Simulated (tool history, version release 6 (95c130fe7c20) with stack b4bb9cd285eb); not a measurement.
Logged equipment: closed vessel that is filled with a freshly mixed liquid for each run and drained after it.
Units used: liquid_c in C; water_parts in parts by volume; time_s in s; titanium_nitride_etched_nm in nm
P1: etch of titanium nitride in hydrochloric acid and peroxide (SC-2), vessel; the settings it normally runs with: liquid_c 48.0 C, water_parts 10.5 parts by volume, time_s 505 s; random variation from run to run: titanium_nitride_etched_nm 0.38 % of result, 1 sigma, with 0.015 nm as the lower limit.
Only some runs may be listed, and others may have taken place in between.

run   hour  liquid_c  water_parts  time_s  hours since the thermometer was replaced  hours since the chemicals flow meter was replaced  hours since the drum of peroxide was connected  titanium_nitride_etched_nm
  1    9.9      48.0         10.5     505                                     814.4                                              601.5                                           800.4                      5.9187
  2   19.0      48.0         10.5     505                                     823.5                                              610.6                                           809.5                      5.9384
  3   29.7      35.0         10.5     505                                     834.2                                              621.3                                           820.2                      2.3837
  4   34.8      48.0          6.5     715                                     839.3                                              626.4                                           825.3                     12.4220
  5   40.6      48.0         10.5     505                                     845.1                                              632.2                                           831.1                      5.9708
  6   49.9      35.0         10.5     785                                     854.4                                              641.5                                           840.4                      3.6715
  7   60.2      48.0         10.5     505                                     864.7                                              651.8                                           850.7                      5.9759
  8   66.2      48.0         10.5     505                                     870.7                                              657.8                                           856.7                      5.9337
  9   75.2      48.0         10.5     170                                     879.7                                              666.8                                           865.7                      1.9776
 10   84.9      48.0         10.5    1000                                     889.4                                              676.5                                           875.4                     11.7650
 11   94.3      48.0         18.0     505                                     898.8                                              685.9                                           884.8                      3.7205
 12  104.9      60.5         10.5     505                                     909.4                                              696.5                                           895.4                     13.5070
 13  111.0      48.0          4.0     505                                     915.5                                              702.6                                           901.5                     12.3880
 14  120.5      48.0         10.5     505                                     925.0                                              712.1                                           911.0                      5.9172
 15  126.7      48.0         10.5     505                                     931.2                                              718.3                                           917.2                      5.9097
 16  134.1      48.0         10.5     505                                     938.6                                              725.7                                           924.6                      6.1034
 17  139.1      48.0         10.5     505                                     943.6                                              730.7                                           929.6                      6.2196
 18  149.5      48.0         10.5     505                                     954.0                                              741.1                                           940.0                      6.2988
 19  157.6      48.0         10.5     505                                     962.1                                              749.2                                           948.1                      6.4056
 20  168.0      48.0         10.5     505                                     972.5                                              759.6                                           958.5                      6.4496
 21  174.6      48.0         10.5     505                                     979.1                                              766.2                                           965.1                      6.4394
 22  179.5      48.0         10.5     505                                     984.0                                              771.1                                           970.0                      6.4538
 23  187.7      48.0         10.5     505                                     992.2                                              779.3                                           978.2                      6.5037
 24  197.0      48.0         10.5     505                                    1001.5                                              788.6                                           987.5                      6.4873
 25  202.8      48.0         10.5     505                                    1007.3                                              794.4                                           993.3                      6.4802

The output of P1 has drifted from where it used to be. Each of the 2 causes below, taken at the size shown beside it, accounts for the log equally well:
A: chemicals flow above the setpoint (%) = 11.5
B: liquid hotter than its thermometer reads (K) = 1.35
Onset of the creep was near hour 126.7.
Every other cause this tool's parts could produce, and why it does not fit the log:
peroxide weaker than its label (%): can reach only 8, and even then titanium_nitride_etched_nm would move by -7.4 %, too little or the wrong way

Which of the check runs below tells the causes apart, meaning the causes would give it clearly different results? Each run uses 2 wafers whose results are averaged, and each result is shown as a question mark.
check 1  208.6      48.0          7.5     865                                                                                                                                                                        ?
check 2  208.6      36.0          4.5     505                                                                                                                                                                        ?
check 3  208.6      48.0         18.0     505                                                                                                                                                                        ?
check 4  208.6      48.0         14.5     505                                                                                                                                                                        ?

Check results expected under each cause:
  check                      result     if A     if B
check 1  titanium_nitride_etched_nm  14.5470  14.6310
check 2  titanium_nitride_etched_nm   5.2922   5.4200
check 3  titanium_nitride_etched_nm   4.0847   4.0574
check 4  titanium_nitride_etched_nm   4.9392   4.9181
Minimum pairwise separation of causes per check, each pair taken at its best-separating result: check 1 0.58 %; check 2 2.39 %; check 3 0.67 %; check 4 0.43 %
The other checks would show nearly matching results whichever cause is true, so check 2 is the only one that separates the causes.

Running check 2 produced the following: titanium_nitride_etched_nm 5.2695 nm. Which one of the listed causes fits?

The correct cause is A, namely: chemicals flow above the setpoint (%).
